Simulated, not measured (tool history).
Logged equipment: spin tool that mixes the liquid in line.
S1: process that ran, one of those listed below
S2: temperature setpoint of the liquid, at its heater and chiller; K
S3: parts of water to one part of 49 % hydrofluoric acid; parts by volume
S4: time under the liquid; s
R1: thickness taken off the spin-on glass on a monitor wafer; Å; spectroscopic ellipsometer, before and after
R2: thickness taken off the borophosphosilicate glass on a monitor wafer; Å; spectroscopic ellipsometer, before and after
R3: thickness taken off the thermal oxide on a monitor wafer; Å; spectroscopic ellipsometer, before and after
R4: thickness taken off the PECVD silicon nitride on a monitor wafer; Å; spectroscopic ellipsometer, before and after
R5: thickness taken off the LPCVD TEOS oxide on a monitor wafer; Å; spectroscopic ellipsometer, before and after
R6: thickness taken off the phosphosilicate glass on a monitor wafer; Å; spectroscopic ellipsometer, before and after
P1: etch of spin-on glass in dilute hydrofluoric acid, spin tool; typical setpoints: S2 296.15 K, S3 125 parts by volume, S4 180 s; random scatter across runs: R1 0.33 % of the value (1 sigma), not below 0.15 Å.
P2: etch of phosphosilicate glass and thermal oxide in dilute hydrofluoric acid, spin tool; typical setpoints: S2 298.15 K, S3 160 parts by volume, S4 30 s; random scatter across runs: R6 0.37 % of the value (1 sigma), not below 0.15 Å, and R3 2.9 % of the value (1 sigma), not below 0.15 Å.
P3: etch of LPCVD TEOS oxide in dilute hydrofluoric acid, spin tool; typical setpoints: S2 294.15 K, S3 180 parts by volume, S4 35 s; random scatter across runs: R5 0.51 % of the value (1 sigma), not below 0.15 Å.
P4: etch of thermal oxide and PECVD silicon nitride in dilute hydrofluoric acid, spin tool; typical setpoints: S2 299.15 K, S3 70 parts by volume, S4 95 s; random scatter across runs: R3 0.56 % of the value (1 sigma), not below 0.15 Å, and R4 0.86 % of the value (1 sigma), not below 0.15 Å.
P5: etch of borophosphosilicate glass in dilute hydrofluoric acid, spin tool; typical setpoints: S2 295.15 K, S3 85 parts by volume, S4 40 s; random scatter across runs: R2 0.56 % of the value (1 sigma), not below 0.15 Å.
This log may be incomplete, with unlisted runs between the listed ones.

{"run": 1, "hour": 7.1, "S1": "P1", "S2": 296.15, "S3": 125, "S4": 180, "R1": 320.54}
{"run": 2, "hour": 15.7, "S1": "P1", "S2": 296.15, "S3": 125, "S4": 180, "R1": 321.01}
{"run": 3, "hour": 23.6, "S1": "P1", "S2": 296.15, "S3": 220, "S4": 180, "R1": 163.84}
{"run": 4, "hour": 31.9, "S1": "P5", "S2": 290.15, "S3": 85, "S4": 40, "R2": 134.05}
{"run": 5, "hour": 42.9, "S1": "P1", "S2": 296.15, "S3": 125, "S4": 65, "R1": 115.25}
{"run": 6, "hour": 51.0, "S1": "P4", "S2": 293.65, "S3": 70, "S4": 95, "R3": 58.589, "R4": 18.532}
{"run": 7, "hour": 61.0, "S1": "P4", "S2": 299.15, "S3": 20, "S4": 95, "R3": 275.52, "R4": 91.879}
{"run": 8, "hour": 69.0, "S1": "P3", "S2": 294.15, "S3": 180, "S4": 65, "R5": 83.02}
{"run": 9, "hour": 75.6, "S1": "P4", "S2": 299.15, "S3": 70, "S4": 95, "R3": 73.971, "R4": 27.045}
{"run": 10, "hour": 83.7, "S1": "P5", "S2": 295.15, "S3": 85, "S4": 15, "R2": 62.229}
{"run": 11, "hour": 93.4, "S1": "P2", "S2": 298.15, "S3": 160, "S4": 30, "R3": 8.8701, "R6": 235.77}
{"run": 12, "hour": 103.6, "S1": "P3", "S2": 294.15, "S3": 180, "S4": 35, "R5": 44.829}
{"run": 13, "hour": 114.6, "S1": "P2", "S2": 298.15, "S3": 160, "S4": 30, "R3": 8.3995, "R6": 236.74}
{"run": 14, "hour": 122.3, "S1": "P2", "S2": 298.15, "S3": 240, "S4": 30, "R3": 5.1922, "R6": 144.15}
{"run": 15, "hour": 131.7, "S1": "P1", "S2": 296.15, "S3": 125, "S4": 290, "R1": 517.56}
{"run": 16, "hour": 139.6, "S1": "P5", "S2": 295.15, "S3": 85, "S4": 40, "R2": 165.0}
{"run": 17, "hour": 147.1, "S1": "P2", "S2": 294.15, "S3": 160, "S4": 30, "R3": 7.5284, "R6": 203.25}
{"run": 18, "hour": 156.8, "S1": "P3", "S2": 290.15, "S3": 180, "S4": 35, "R5": 38.076}
{"run": 19, "hour": 163.3, "S1": "P2", "S2": 298.15, "S3": 160, "S4": 15, "R3": 4.7328, "R6": 118.02}
{"run": 20, "hour": 169.3, "S1": "P1", "S2": 296.15, "S3": 125, "S4": 180, "R1": 319.56}
{"run": 21, "hour": 179.3, "S1": "P1", "S2": 296.15, "S3": 125, "S4": 180, "R1": 321.09}
{"run": 22, "hour": 188.1, "S1": "P1", "S2": 296.15, "S3": 125, "S4": 180, "R1": 320.44}
{"run": 23, "hour": 197.2, "S1": "P1", "S2": 296.15, "S3": 125, "S4": 180, "R1": 320.15}
{"run": 24, "hour": 203.7, "S1": "P4", "S2": 299.15, "S3": 70, "S4": 165, "R3": 126.44, "R4": 46.164}
{"run": 25, "hour": 213.7, "S1": "P3", "S2": 294.15, "S3": 60, "S4": 35, "R5": 154.81}
{"run": 26, "hour": 221.9, "S1": "P4", "S2": 299.15, "S3": 70, "S4": 95, "R3": 73.854, "R4": 26.866}
{"hour": 227.8, "done": "hydrofluoric acid flow meter replaced"}
{"run": 27, "hour": 232.7, "S1": "P1", "S2": 296.15, "S3": 125, "S4": 180, "R1": 322.69}
{"run": 28, "hour": 243.7, "S1": "P1", "S2": 296.15, "S3": 185, "S4": 35, "R1": 39.575}
{"run": 29, "hour": 251.8, "S1": "P1", "S2": 296.15, "S3": 80, "S4": 180, "R1": 530.72}
{"run": 30, "hour": 259.0, "S1": "P5", "S2": 295.15, "S3": 20, "S4": 40, "R2": 757.98}
{"run": 31, "hour": 266.3, "S1": "P3", "S2": 294.15, "S3": 180, "S4": 35, "R5": 45.109}
{"run": 32, "hour": 275.0, "S1": "P1", "S2": 300.65, "S3": 125, "S4": 180, "R1": 380.69}
{"run": 33, "hour": 280.8, "S1": "P1", "S2": 290.15, "S3": 125, "S4": 180, "R1": 251.54}
{"run": 34, "hour": 288.3, "S1": "P1", "S2": 296.15, "S3": 125, "S4": 180, "R1": 318.46}
{"run": 35, "hour": 293.8, "S1": "P1", "S2": 296.15, "S3": 125, "S4": 180, "R1": 316.39}
{"run": 36, "hour": 301.6, "S1": "P1", "S2": 296.15, "S3": 125, "S4": 180, "R1": 311.99}
{"run": 37, "hour": 309.0, "S1": "P1", "S2": 296.15, "S3": 125, "S4": 180, "R1": 308.99}
{"run": 38, "hour": 314.2, "S1": "P1", "S2": 296.15, "S3": 125, "S4": 180, "R1": 307.67}
{"run": 39, "hour": 324.4, "S1": "P1", "S2": 296.15, "S3": 125, "S4": 180, "R1": 304.05}
{"run": 40, "hour": 333.3, "S1": "P1", "S2": 296.15, "S3": 125, "S4": 180, "R1": 302.71}
{"run": 41, "hour": 343.1, "S1": "P1", "S2": 296.15, "S3": 125, "S4": 180, "R1": 301.48}
{"run": 42, "hour": 354.3, "S1": "P1", "S2": 296.15, "S3": 125, "S4": 180, "R1": 301.16}
{"run": 43, "hour": 364.8, "S1": "P1", "S2": 296.15, "S3": 125, "S4": 180, "R1": 302.38}
{"run": 44, "hour": 374.4, "S1": "P1", "S2": 296.15, "S3": 125, "S4": 180, "R1": 300.21}
{"run": 45, "hour": 385.5, "S1": "P1", "S2": 296.15, "S3": 125, "S4": 180, "R1": 300.74}

P1 no longer gives what it gave before; its output has crept away from where it was. The following 2 causes, each at its listed size, fit the log equally well:
A: hydrofluoric acid flow below the setpoint (%) = 5.41
B: liquid colder than its thermometer reads (K) = 1.62
The onset of the drift is placed at about hour 288.3.

Each of the check runs listed below is run on 2 wafers and reports their average, with the results left as question marks. Pick the one under which the possible causes would lead to clearly different results.
{"run": "check 1", "hour": 396.6, "S1": "P3", "S2": 290.15, "S3": 180, "S4": 35, "R5": "?"}
{"run": "check 2", "hour": 396.6, "S1": "P5", "S2": 290.15, "S3": 85, "S4": 40, "R2": "?"}
{"run": "check 3", "hour": 396.6, "S1": "P2", "S2": 294.65, "S3": 160, "S4": 30, "R3": "?", "R6": "?"}
{"run": "check 4", "hour": 396.6, "S1": "P4", "S2": 299.15, "S3": 40, "S4": 95, "R3": "?", "R4": "?"}

Outcome of each check run for each possible cause:
check=check_1 result=R5 if_A=35.829 if_B=35.804
check=check_2 result=R2 if_A=126.310 if_B=125.220
check=check_3 result=R3 if_A=7.0504 if_B=7.0622
check=check_3 result=R6 if_A=193.87 if_B=194.20
check=check_4 result=R3 if_A=126.1000 if_B=125.1300
check=check_4 result=R4 if_A=43.723 if_B=41.407
Gap, in per cent, between the two causes that each check separates least, read from the result that separates them most: check 1 0.07 %; check 2 0.87 %; check 3 0.17 %; check 4 5.44 %
Only in check 4 would the causes give clearly different results; in the remaining checks their results would be nearly the same.

With check 4 done, the readings were: R3 125.8500 Å; R4 41.715 Å. Identify which of the listed causes applies.

It was cause B: liquid colder than its thermometer reads (K).
